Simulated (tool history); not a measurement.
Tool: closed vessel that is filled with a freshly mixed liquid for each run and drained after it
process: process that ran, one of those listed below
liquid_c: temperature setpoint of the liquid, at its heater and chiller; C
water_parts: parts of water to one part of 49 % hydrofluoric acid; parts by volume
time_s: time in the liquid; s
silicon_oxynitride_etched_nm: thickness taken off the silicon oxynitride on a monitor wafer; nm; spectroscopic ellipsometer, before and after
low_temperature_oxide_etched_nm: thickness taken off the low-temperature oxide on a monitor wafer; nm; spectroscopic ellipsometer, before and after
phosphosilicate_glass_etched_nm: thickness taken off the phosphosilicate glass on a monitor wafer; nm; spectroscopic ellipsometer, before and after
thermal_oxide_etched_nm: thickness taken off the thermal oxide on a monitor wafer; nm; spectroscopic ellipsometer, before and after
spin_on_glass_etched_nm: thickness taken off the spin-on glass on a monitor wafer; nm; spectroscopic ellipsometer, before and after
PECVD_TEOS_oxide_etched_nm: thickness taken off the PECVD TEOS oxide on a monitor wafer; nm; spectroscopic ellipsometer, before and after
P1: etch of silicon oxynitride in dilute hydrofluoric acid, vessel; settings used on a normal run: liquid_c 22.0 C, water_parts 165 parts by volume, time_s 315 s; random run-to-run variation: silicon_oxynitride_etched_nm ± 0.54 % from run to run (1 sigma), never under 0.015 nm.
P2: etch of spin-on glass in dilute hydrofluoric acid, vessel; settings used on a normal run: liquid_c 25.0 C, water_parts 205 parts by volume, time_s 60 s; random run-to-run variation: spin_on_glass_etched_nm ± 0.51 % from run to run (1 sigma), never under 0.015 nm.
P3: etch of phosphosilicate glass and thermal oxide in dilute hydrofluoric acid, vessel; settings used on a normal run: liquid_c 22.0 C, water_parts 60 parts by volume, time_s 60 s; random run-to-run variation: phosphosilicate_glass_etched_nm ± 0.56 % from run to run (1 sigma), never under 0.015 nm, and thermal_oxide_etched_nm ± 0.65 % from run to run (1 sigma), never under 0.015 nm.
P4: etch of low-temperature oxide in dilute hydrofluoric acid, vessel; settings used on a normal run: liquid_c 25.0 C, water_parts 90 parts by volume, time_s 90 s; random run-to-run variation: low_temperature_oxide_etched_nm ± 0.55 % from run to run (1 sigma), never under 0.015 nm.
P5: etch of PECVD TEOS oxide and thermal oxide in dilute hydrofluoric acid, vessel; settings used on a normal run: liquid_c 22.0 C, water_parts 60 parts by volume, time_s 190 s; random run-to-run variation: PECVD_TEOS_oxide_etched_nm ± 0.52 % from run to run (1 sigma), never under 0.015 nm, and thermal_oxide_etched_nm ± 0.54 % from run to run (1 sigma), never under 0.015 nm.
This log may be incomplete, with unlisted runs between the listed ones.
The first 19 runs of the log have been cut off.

run	hour	process	liquid_c	water_parts	time_s	hours since the thermometer was replaced	hours since the hydrofluoric acid flow meter was replaced	silicon_oxynitride_etched_nm	low_temperature_oxide_etched_nm	phosphosilicate_glass_etched_nm	thermal_oxide_etched_nm	spin_on_glass_etched_nm	PECVD_TEOS_oxide_etched_nm
20	284.5	P1	22.0	95	315	1150.9	1644.0	11.5680					
21	294.9	P4	25.0	90	90	1161.3	1654.4		36.861				
# hour 302.0: hydrofluoric acid flow meter replaced
22	309.6	P1	22.0	165	145	1176.0	7.6	2.9761					
23	322.2	P2	25.0	205	115	1188.6	20.2					18.3190	
24	335.9	P5	22.0	60	190	1202.3	33.9				14.3970		34.709
25	345.1	P3	22.0	60	115	1211.5	43.1			195.490	8.1557		
26	357.5	P3	22.0	90	60	1223.9	55.5			65.943	2.6819		
27	366.6	P3	22.0	60	60	1233.0	64.6			103.600	4.2442		
28	385.4	P1	22.0	165	315	1251.8	83.4	6.3595					
29	404.0	P1	22.0	165	565	1270.4	102.0	11.4220					
30	422.6	P1	22.0	165	315	1289.0	120.6	6.3682					
31	431.4	P2	25.0	205	60	1297.8	129.4					9.4999	
32	443.8	P1	22.0	165	315	1310.2	141.8	6.2965					
33	456.1	P1	22.0	165	315	1322.5	154.1	6.4741					
34	469.0	P1	22.0	165	315	1335.4	167.0	6.5887					

What will run 35 give?
35	487.1	P1	22.0	165	315	1353.5	185.1	?					

silicon_oxynitride_etched_nm: 6.7108 nm

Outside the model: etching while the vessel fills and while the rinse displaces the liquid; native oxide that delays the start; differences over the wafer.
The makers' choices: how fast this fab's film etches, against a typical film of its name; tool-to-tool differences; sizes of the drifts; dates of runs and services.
